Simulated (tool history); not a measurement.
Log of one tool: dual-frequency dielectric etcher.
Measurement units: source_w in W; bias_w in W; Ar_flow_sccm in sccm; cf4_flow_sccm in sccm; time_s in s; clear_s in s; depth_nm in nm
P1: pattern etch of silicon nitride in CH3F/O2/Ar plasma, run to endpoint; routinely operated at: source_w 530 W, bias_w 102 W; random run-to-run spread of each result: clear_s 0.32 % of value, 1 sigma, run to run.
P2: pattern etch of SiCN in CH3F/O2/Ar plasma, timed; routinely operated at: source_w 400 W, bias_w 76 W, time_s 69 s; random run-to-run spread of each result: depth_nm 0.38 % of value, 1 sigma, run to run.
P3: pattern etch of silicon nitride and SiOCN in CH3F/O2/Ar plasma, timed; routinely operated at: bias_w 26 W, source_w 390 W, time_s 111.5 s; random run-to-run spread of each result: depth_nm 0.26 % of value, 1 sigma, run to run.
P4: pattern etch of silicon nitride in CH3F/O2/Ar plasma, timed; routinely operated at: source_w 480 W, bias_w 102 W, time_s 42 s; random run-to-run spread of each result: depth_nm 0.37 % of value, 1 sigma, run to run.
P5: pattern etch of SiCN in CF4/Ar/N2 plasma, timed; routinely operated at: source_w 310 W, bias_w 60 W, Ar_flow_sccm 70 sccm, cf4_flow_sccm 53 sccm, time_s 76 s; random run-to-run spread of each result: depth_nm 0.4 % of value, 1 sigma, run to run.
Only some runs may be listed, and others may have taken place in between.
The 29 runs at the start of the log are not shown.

run     day  process  source_w  bias_w  Ar_flow_sccm  cf4_flow_sccm  time_s  clear_s  depth_nm
 30  17.167       P1       530     102                                        35.851
 31  17.954       P4       480      62                                   42             30.313
 32  18.354       P3       390      26                                  141             19.612
 33  18.804       P2       400      76                                   69             25.836
 34  19.425       P1       530     102                                        35.881
 35  19.842       P1       530     102                                        35.992
 36  20.521       P1       530     102                                        35.646
 37  21.146       P1       530     102                                         35.33

Predict the results of run 38:
 38  21.633       P1       530     102                                             ?

{"run 38": {"clear_s": 35.173}}
